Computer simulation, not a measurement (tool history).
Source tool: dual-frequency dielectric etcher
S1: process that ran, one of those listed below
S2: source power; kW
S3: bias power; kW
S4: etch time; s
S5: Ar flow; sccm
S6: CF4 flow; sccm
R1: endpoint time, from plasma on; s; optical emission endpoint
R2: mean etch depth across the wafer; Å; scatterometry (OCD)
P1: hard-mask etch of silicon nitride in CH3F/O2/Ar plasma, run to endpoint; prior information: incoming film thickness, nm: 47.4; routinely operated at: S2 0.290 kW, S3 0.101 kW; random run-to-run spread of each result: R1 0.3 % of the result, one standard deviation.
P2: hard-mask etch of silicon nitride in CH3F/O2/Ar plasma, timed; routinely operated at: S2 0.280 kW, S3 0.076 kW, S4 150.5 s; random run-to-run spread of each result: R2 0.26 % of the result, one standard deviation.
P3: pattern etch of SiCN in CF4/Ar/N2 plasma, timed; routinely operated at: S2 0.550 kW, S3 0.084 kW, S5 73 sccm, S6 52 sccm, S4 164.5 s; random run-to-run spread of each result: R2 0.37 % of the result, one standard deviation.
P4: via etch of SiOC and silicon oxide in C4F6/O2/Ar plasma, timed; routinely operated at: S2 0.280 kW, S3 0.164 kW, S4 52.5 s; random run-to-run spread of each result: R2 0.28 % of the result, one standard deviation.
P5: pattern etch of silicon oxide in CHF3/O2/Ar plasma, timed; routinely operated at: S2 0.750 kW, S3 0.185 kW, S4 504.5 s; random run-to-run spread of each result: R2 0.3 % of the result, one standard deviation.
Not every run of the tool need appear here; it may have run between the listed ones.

{"run": 1, "hour": 7.0, "S1": "P1", "S2": 0.29, "S3": 0.101, "R1": 66.927}
{"run": 2, "hour": 20.8, "S1": "P1", "S2": 0.29, "S3": 0.101, "R1": 66.551}
{"run": 3, "hour": 34.6, "S1": "P5", "S2": 0.75, "S3": 0.236, "S4": 504.5, "R2": 12077.0}
{"hour": 47.0, "done": "source power generator calibrated"}
{"run": 4, "hour": 47.6, "S1": "P2", "S2": 0.38, "S3": 0.076, "S4": 150.5, "R2": 1066.3}
{"run": 5, "hour": 56.7, "S1": "P4", "S2": 0.28, "S3": 0.164, "S4": 52.5, "R2": 508.93}
{"run": 6, "hour": 64.8, "S1": "P3", "S2": 0.55, "S3": 0.084, "S4": 164.5, "S5": 73, "S6": 52, "R2": 1817.4}
{"run": 7, "hour": 72.6, "S1": "P1", "S2": 0.34, "S3": 0.132, "R1": 57.461}
{"run": 8, "hour": 79.1, "S1": "P1", "S2": 0.29, "S3": 0.101, "R1": 66.794}
{"run": 9, "hour": 89.3, "S1": "P1", "S2": 0.36, "S3": 0.101, "R1": 61.724}
{"run": 10, "hour": 102.8, "S1": "P2", "S2": 0.28, "S3": 0.076, "S4": 150.5, "R2": 952.04}
{"run": 11, "hour": 109.6, "S1": "P4", "S2": 0.28, "S3": 0.214, "S4": 52.5, "R2": 554.69}
{"run": 12, "hour": 119.9, "S1": "P4", "S2": 0.36, "S3": 0.164, "S4": 52.5, "R2": 559.97}
{"run": 13, "hour": 133.3, "S1": "P4", "S2": 0.28, "S3": 0.164, "S4": 52.5, "R2": 509.25}
{"run": 14, "hour": 140.5, "S1": "P1", "S2": 0.29, "S3": 0.126, "R1": 61.48}
{"run": 15, "hour": 151.5, "S1": "P3", "S2": 0.32, "S3": 0.084, "S4": 164.5, "S5": 73, "S6": 52, "R2": 1128.2}
{"run": 16, "hour": 163.9, "S1": "P1", "S2": 0.29, "S3": 0.063, "R1": 79.365}
{"run": 17, "hour": 172.7, "S1": "P1", "S2": 0.2, "S3": 0.101, "R1": 76.756}
{"run": 18, "hour": 181.7, "S1": "P3", "S2": 0.55, "S3": 0.084, "S4": 120.0, "S5": 73, "S6": 52, "R2": 1317.6}
{"run": 19, "hour": 194.0, "S1": "P3", "S2": 0.55, "S3": 0.084, "S4": 164.5, "S5": 73, "S6": 52, "R2": 1818.4}
{"run": 20, "hour": 203.7, "S1": "P3", "S2": 0.55, "S3": 0.084, "S4": 164.5, "S5": 73, "S6": 36, "R2": 1708.0}
{"run": 21, "hour": 211.6, "S1": "P2", "S2": 0.28, "S3": 0.102, "S4": 150.5, "R2": 1059.5}
{"run": 22, "hour": 224.0, "S1": "P2", "S2": 0.28, "S3": 0.076, "S4": 150.5, "R2": 956.13}
{"run": 23, "hour": 233.7, "S1": "P2", "S2": 0.28, "S3": 0.076, "S4": 188.0, "R2": 1192.9}
{"run": 24, "hour": 245.2, "S1": "P1", "S2": 0.29, "S3": 0.101, "R1": 66.813}
{"run": 25, "hour": 257.2, "S1": "P3", "S2": 0.55, "S3": 0.084, "S4": 164.5, "S5": 96, "S6": 52, "R2": 1732.4}
{"run": 26, "hour": 265.1, "S1": "P5", "S2": 0.75, "S3": 0.185, "S4": 504.5, "R2": 11043.0}
{"run": 27, "hour": 275.2, "S1": "P3", "S2": 0.55, "S3": 0.108, "S4": 164.5, "S5": 73, "S6": 52, "R2": 1967.4}
{"run": 28, "hour": 286.6, "S1": "P5", "S2": 0.44, "S3": 0.185, "S4": 504.5, "R2": 9067.2}
{"run": 29, "hour": 297.3, "S1": "P1", "S2": 0.29, "S3": 0.101, "R1": 67.111}
{"run": 30, "hour": 305.8, "S1": "P5", "S2": 0.75, "S3": 0.185, "S4": 325.0, "R2": 7137.3}
{"run": 31, "hour": 313.8, "S1": "P4", "S2": 0.28, "S3": 0.164, "S4": 31.5, "R2": 304.61}
{"run": 32, "hour": 321.1, "S1": "P1", "S2": 0.29, "S3": 0.101, "R1": 66.936}
{"run": 33, "hour": 334.6, "S1": "P1", "S2": 0.29, "S3": 0.101, "R1": 66.634}
{"run": 34, "hour": 345.6, "S1": "P1", "S2": 0.29, "S3": 0.101, "R1": 66.101}
{"run": 35, "hour": 355.4, "S1": "P1", "S2": 0.29, "S3": 0.101, "R1": 66.321}
{"run": 36, "hour": 369.3, "S1": "P1", "S2": 0.29, "S3": 0.101, "R1": 65.662}

Expected results for the next run?
{"run": 37, "hour": 382.4, "S1": "P1", "S2": 0.29, "S3": 0.101, "R1": "?"}

{"run 37": {"R1": 66.045}}

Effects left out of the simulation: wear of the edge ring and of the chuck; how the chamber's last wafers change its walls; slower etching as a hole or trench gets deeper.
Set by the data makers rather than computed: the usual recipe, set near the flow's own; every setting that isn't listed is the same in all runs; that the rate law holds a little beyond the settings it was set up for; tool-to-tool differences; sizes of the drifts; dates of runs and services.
